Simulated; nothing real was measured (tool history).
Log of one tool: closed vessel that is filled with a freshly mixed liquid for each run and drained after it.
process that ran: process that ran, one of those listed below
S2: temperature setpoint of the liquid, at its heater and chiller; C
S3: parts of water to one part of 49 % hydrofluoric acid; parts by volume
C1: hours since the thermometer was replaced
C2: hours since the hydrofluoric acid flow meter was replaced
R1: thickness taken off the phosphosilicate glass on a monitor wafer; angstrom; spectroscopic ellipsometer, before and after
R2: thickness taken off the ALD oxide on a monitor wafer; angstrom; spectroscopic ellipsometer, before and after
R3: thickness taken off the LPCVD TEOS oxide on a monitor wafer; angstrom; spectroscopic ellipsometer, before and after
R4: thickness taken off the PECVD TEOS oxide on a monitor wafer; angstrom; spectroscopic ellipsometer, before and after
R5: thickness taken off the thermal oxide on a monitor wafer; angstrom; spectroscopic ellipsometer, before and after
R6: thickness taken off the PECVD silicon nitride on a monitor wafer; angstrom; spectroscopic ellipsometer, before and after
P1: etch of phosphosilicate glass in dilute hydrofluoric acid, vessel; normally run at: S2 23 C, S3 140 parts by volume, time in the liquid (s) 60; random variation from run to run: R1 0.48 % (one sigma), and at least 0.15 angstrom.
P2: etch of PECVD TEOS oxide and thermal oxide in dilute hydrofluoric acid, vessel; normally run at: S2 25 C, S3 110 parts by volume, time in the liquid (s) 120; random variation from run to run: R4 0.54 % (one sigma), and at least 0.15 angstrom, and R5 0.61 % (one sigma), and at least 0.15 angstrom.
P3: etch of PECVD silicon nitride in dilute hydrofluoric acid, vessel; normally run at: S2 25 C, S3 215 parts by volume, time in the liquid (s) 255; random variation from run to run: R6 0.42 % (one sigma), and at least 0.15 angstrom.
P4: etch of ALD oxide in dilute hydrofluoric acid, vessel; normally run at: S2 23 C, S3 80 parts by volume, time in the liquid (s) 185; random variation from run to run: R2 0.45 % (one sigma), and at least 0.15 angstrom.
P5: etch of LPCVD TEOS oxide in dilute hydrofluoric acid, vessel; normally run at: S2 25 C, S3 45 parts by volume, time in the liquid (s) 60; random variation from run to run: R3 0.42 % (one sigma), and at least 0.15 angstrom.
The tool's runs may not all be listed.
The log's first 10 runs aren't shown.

{"run": 11, "hour": 108.5, "process that ran": "P1", "S2": 23, "S3": 140, "time in the liquid (s)": 60, "C1": 406.6, "C2": 818.2, "R1": 597.68}
{"run": 12, "hour": 118.5, "process that ran": "P1", "S2": 23, "S3": 140, "time in the liquid (s)": 60, "C1": 416.6, "C2": 828.2, "R1": 598.74}
{"run": 13, "hour": 127.4, "process that ran": "P2", "S2": 25, "S3": 110, "time in the liquid (s)": 120, "C1": 425.5, "C2": 837.1, "R4": 221.73, "R5": 51.89}
{"run": 14, "hour": 135.0, "process that ran": "P3", "S2": 18, "S3": 215, "time in the liquid (s)": 255, "C1": 433.1, "C2": 844.7, "R6": 32.537}
{"run": 15, "hour": 149.3, "process that ran": "P1", "S2": 23, "S3": 140, "time in the liquid (s)": 85, "C1": 447.4, "C2": 859, "R1": 844.53}
{"run": 16, "hour": 161.3, "process that ran": "P4", "S2": 23, "S3": 80, "time in the liquid (s)": 185, "C1": 459.4, "C2": 871, "R2": 493.76}
{"run": 17, "hour": 175.9, "process that ran": "P4", "S2": 23, "S3": 130, "time in the liquid (s)": 185, "C1": 474, "C2": 885.6, "R2": 286.22}
{"run": 18, "hour": 186.2, "process that ran": "P1", "S2": 17.5, "S3": 140, "time in the liquid (s)": 60, "C1": 484.3, "C2": 895.9, "R1": 476.85}
{"hour": 187.4, "done": "thermometer replaced"}
{"run": 19, "hour": 193.2, "process that ran": "P1", "S2": 23, "S3": 140, "time in the liquid (s)": 30, "C1": 5.8, "C2": 902.9, "R1": 299.8}
{"run": 20, "hour": 202.1, "process that ran": "P2", "S2": 25, "S3": 110, "time in the liquid (s)": 120, "C1": 14.7, "C2": 911.8, "R4": 223.16, "R5": 51.653}
{"run": 21, "hour": 216.2, "process that ran": "P1", "S2": 23, "S3": 140, "time in the liquid (s)": 60, "C1": 28.8, "C2": 925.9, "R1": 600.62}
{"run": 22, "hour": 224.0, "process that ran": "P5", "S2": 32.5, "S3": 45, "time in the liquid (s)": 60, "C1": 36.6, "C2": 933.7, "R3": 748.97}
{"run": 23, "hour": 235.1, "process that ran": "P1", "S2": 23, "S3": 140, "time in the liquid (s)": 60, "C1": 47.7, "C2": 944.8, "R1": 599.41}
{"run": 24, "hour": 242.9, "process that ran": "P1", "S2": 23, "S3": 35, "time in the liquid (s)": 60, "C1": 55.5, "C2": 952.6, "R1": 2700.6}
{"run": 25, "hour": 252.9, "process that ran": "P3", "S2": 25, "S3": 95, "time in the liquid (s)": 255, "C1": 65.5, "C2": 962.6, "R6": 114.68}
{"run": 26, "hour": 260.5, "process that ran": "P2", "S2": 17, "S3": 110, "time in the liquid (s)": 120, "C1": 73.1, "C2": 970.2, "R4": 160.65, "R5": 37.356}
{"run": 27, "hour": 275.6, "process that ran": "P1", "S2": 23, "S3": 225, "time in the liquid (s)": 90, "C1": 88.2, "C2": 985.3, "R1": 512.82}
{"run": 28, "hour": 287.6, "process that ran": "P5", "S2": 25, "S3": 45, "time in the liquid (s)": 30, "C1": 100.2, "C2": 997.3, "R3": 277.66}
{"run": 29, "hour": 296.9, "process that ran": "P4", "S2": 23, "S3": 80, "time in the liquid (s)": 320, "C1": 109.5, "C2": 1006.6, "R2": 855.75}
{"run": 30, "hour": 308.8, "process that ran": "P4", "S2": 23, "S3": 80, "time in the liquid (s)": 185, "C1": 121.4, "C2": 1018.5, "R2": 495.88}
{"run": 31, "hour": 316.7, "process that ran": "P3", "S2": 25, "S3": 215, "time in the liquid (s)": 445, "C1": 129.3, "C2": 1026.4, "R6": 88.954}

Forecast run 32:
{"run": 32, "hour": 325.2, "process that ran": "P3", "S2": 25, "S3": 215, "time in the liquid (s)": 255, "C1": 137.8, "C2": 1034.9, "R6": "?"}

Run 32 gave R6 51.431 angstrom.

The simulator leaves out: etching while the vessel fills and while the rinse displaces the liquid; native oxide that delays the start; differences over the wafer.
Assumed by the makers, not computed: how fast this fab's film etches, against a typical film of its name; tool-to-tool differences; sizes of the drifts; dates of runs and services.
